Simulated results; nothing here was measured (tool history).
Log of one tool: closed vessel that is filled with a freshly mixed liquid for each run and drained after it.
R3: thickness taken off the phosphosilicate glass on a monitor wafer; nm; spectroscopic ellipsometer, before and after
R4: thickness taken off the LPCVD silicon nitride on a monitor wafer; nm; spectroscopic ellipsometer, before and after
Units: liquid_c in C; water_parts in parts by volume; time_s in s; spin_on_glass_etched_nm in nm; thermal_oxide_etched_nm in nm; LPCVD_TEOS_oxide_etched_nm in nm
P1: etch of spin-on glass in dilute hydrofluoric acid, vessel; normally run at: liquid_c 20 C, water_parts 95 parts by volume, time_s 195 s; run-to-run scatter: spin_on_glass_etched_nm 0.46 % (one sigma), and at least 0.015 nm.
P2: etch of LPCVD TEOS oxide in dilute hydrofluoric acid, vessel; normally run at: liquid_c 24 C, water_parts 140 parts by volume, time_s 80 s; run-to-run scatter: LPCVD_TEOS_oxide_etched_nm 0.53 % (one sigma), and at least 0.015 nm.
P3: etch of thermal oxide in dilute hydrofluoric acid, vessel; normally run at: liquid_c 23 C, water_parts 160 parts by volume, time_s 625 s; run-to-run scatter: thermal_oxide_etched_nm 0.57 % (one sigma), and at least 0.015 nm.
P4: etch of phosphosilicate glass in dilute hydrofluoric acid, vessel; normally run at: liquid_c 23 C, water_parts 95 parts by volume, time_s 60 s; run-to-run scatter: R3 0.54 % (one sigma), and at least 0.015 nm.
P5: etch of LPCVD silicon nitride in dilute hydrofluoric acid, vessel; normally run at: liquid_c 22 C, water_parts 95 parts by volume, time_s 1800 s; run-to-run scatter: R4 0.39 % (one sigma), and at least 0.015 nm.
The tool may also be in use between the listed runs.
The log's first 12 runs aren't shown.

{"run": 13, "hour": 85.5, "process": "P1", "liquid_c": 26.5, "water_parts": 95, "time_s": 195, "spin_on_glass_etched_nm": 58.252}
{"run": 14, "hour": 89.7, "process": "P4", "liquid_c": 23, "water_parts": 95, "time_s": 60, "R3": 70.309}
{"run": 15, "hour": 97.7, "process": "P2", "liquid_c": 24, "water_parts": 140, "time_s": 80, "LPCVD_TEOS_oxide_etched_nm": 24.392}
{"run": 16, "hour": 104.9, "process": "P1", "liquid_c": 20, "water_parts": 95, "time_s": 35, "spin_on_glass_etched_nm": 8.1755}
{"run": 17, "hour": 109.0, "process": "P4", "liquid_c": 27, "water_parts": 95, "time_s": 60, "R3": 82.903}
{"run": 18, "hour": 113.3, "process": "P5", "liquid_c": 22, "water_parts": 55, "time_s": 1800, "R4": 15.107}
{"run": 19, "hour": 120.2, "process": "P1", "liquid_c": 20, "water_parts": 95, "time_s": 285, "spin_on_glass_etched_nm": 66.763}
{"run": 20, "hour": 128.4, "process": "P2", "liquid_c": 18.5, "water_parts": 140, "time_s": 80, "LPCVD_TEOS_oxide_etched_nm": 19.575}
{"run": 21, "hour": 134.9, "process": "P1", "liquid_c": 20, "water_parts": 140, "time_s": 195, "spin_on_glass_etched_nm": 29.405}
{"run": 22, "hour": 140.8, "process": "P1", "liquid_c": 28, "water_parts": 95, "time_s": 40, "spin_on_glass_etched_nm": 12.711}

The next listed run, before its measurement:
{"run": 23, "hour": 148.8, "process": "P4", "liquid_c": 23, "water_parts": 155, "time_s": 60, "R3": "?"}

Run 23 gave R3 40.134 nm.
